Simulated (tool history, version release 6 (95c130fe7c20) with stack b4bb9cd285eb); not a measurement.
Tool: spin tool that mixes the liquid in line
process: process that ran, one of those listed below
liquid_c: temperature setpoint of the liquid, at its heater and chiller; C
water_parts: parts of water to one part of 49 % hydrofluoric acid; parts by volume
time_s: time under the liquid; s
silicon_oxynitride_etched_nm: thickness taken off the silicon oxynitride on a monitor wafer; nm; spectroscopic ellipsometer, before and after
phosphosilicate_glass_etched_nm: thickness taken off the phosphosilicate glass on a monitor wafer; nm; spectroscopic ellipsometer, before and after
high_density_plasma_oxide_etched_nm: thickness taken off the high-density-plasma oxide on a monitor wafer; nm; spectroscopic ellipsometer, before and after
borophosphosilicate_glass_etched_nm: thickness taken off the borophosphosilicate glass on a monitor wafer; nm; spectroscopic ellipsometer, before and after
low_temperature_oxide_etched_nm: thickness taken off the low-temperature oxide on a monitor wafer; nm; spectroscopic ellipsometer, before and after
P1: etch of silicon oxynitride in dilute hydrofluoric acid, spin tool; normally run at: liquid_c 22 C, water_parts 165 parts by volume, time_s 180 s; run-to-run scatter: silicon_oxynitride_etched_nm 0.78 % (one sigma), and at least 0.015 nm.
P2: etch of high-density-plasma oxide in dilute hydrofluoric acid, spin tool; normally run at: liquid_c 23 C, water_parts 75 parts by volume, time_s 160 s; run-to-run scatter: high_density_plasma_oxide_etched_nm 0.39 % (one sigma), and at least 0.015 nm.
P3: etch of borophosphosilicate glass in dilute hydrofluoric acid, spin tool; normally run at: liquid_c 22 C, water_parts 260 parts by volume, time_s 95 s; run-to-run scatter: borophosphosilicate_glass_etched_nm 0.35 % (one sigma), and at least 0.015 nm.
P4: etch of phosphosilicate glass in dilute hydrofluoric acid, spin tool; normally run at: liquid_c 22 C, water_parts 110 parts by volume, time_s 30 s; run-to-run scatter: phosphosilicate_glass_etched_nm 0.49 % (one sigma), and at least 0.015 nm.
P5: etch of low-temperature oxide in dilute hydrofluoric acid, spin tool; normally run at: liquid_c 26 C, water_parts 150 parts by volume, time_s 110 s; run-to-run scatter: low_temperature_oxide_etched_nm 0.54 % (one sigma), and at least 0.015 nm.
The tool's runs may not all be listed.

run	hour	process	liquid_c	water_parts	time_s	hours since the thermometer was replaced	hours since the hydrofluoric acid flow meter was replaced	silicon_oxynitride_etched_nm	phosphosilicate_glass_etched_nm	high_density_plasma_oxide_etched_nm	borophosphosilicate_glass_etched_nm	low_temperature_oxide_etched_nm
1	3.5	P1	22	165	180	1099.1	223	3.3719				
2	8.2	P1	17	165	180	1103.8	227.7	2.6478				
3	12.7	P4	22	110	30	1108.3	232.2		31.178			
4	17.4	P1	22	165	290	1113	236.9	5.4377				
5	22.8	P2	23	75	160	1118.4	242.3			10.979		
6	29.5	P2	23	75	235	1125.1	249			16.028		
7	35.7	P3	17	260	95	1131.3	255.2				10.532	
8	40.5	P1	22	165	180	1136.1	260	3.4099				
9	44.1	P2	23	30	160	1139.7	263.6			29.037		
10	50	P4	22	50	30	1145.6	269.5		74.69			
11	54.5	P4	22	110	30	1150.1	274		31.398			
12	59.1	P1	22	35	180	1154.7	278.6	17.718				
13	63.5	P1	22	165	180	1159.1	283	3.4011				
14	70.7	P2	19.5	75	160	1166.3	290.2			9.4849		
15	77	P3	22	50	95	1172.6	296.5				83.185	
16	83.6	P1	22	165	85	1179.2	303.1	1.5861				
17	89	P1	22	70	260	1184.6	308.5	12.503				
18	93.4	P5	26	150	110	1189	312.9					8.4198
19	97.5	P1	22	165	180	1193.1	317	3.4012				
20	102.2	P5	26	270	110	1197.8	321.7					4.0418
21	107.9	P3	22	260	30	1203.5	327.4				4.0163	
22	114.2	P5	26	150	210	1209.8	333.7					15.832
23	120.5	P1	22	165	180	1216.1	340	3.3736				
24	124.2	P1	22	300	180	1219.8	343.7	1.6882				
25	128	P1	26	165	180	1223.6	347.5	4.0702				
26	131.6	P1	22	165	180	1227.2	351.1	3.3826				
27	137.8	P4	22	110	15	1233.4	357.3		15.633			
28	143.9	P5	31.5	150	110	1239.5	363.4					10.107
29	148.3	P3	22	260	95	1243.9	367.8				12.685	
30	154.1	P4	17	110	30	1249.7	373.6		25.763			
31	160.7	P1	22	165	180	1256.3	380.2	3.3701				
32	167.7	P1	22	165	180	1263.3	387.2	3.2996				
33	172.4	P1	22	165	180	1268	391.9	3.2097				
34	179.3	P1	22	165	180	1274.9	398.8	3.174				
35	184.1	P1	22	165	180	1279.7	403.6	3.126				
36	188.9	P1	22	165	180	1284.5	408.4	3.1376				
37	196	P1	22	165	180	1291.6	415.5	3.1589				
38	202	P1	22	165	180	1297.6	421.5	3.2011				
39	208.9	P1	22	165	180	1304.5	428.4	3.1347				
40	212.6	P1	22	165	180	1308.2	432.1	3.1098				
41	216.6	P1	22	165	180	1312.2	436.1	3.0882				
42	221	P1	22	165	180	1316.6	440.5	3.1048				

What P1 gives has crept away from where it was. These 2 causes fit the log equally well, each at the size given:
A: liquid colder than its thermometer reads (K) = 1.79
B: hydrofluoric acid flow below the setpoint (%) = 7.14
The creep began at about hour 160.7.

4 check runs are offered, each on 2 wafers whose results are averaged, their results left as question marks. Which one tells the causes apart?
check 1	225.4	P2	19.5	75	160					?		
check 2	225.4	P5	31	260	110							?
check 3	225.4	P4	18.5	60	30				?			
check 4	225.4	P3	18.5	55	95						?	

What each check would give under each cause:
check	result	if A	if B
check 1	high_density_plasma_oxide_etched_nm	8.8133	8.7686
check 2	low_temperature_oxide_etched_nm	4.746	4.5689
check 3	phosphosilicate_glass_etched_nm	48.774	48.662
check 4	borophosphosilicate_glass_etched_nm	59.916	59.812
How far apart the two closest causes lie, in the result that separates them most: check 1 0.51 %; check 2 3.8 %; check 3 0.23 %; check 4 0.17 %
Check 2 tells the causes apart: in the others they would give nearly the same result.

Then check 2 was run and gave: low_temperature_oxide_etched_nm 4.7481 nm. Which cause is it?

It is A: liquid colder than its thermometer reads (K).
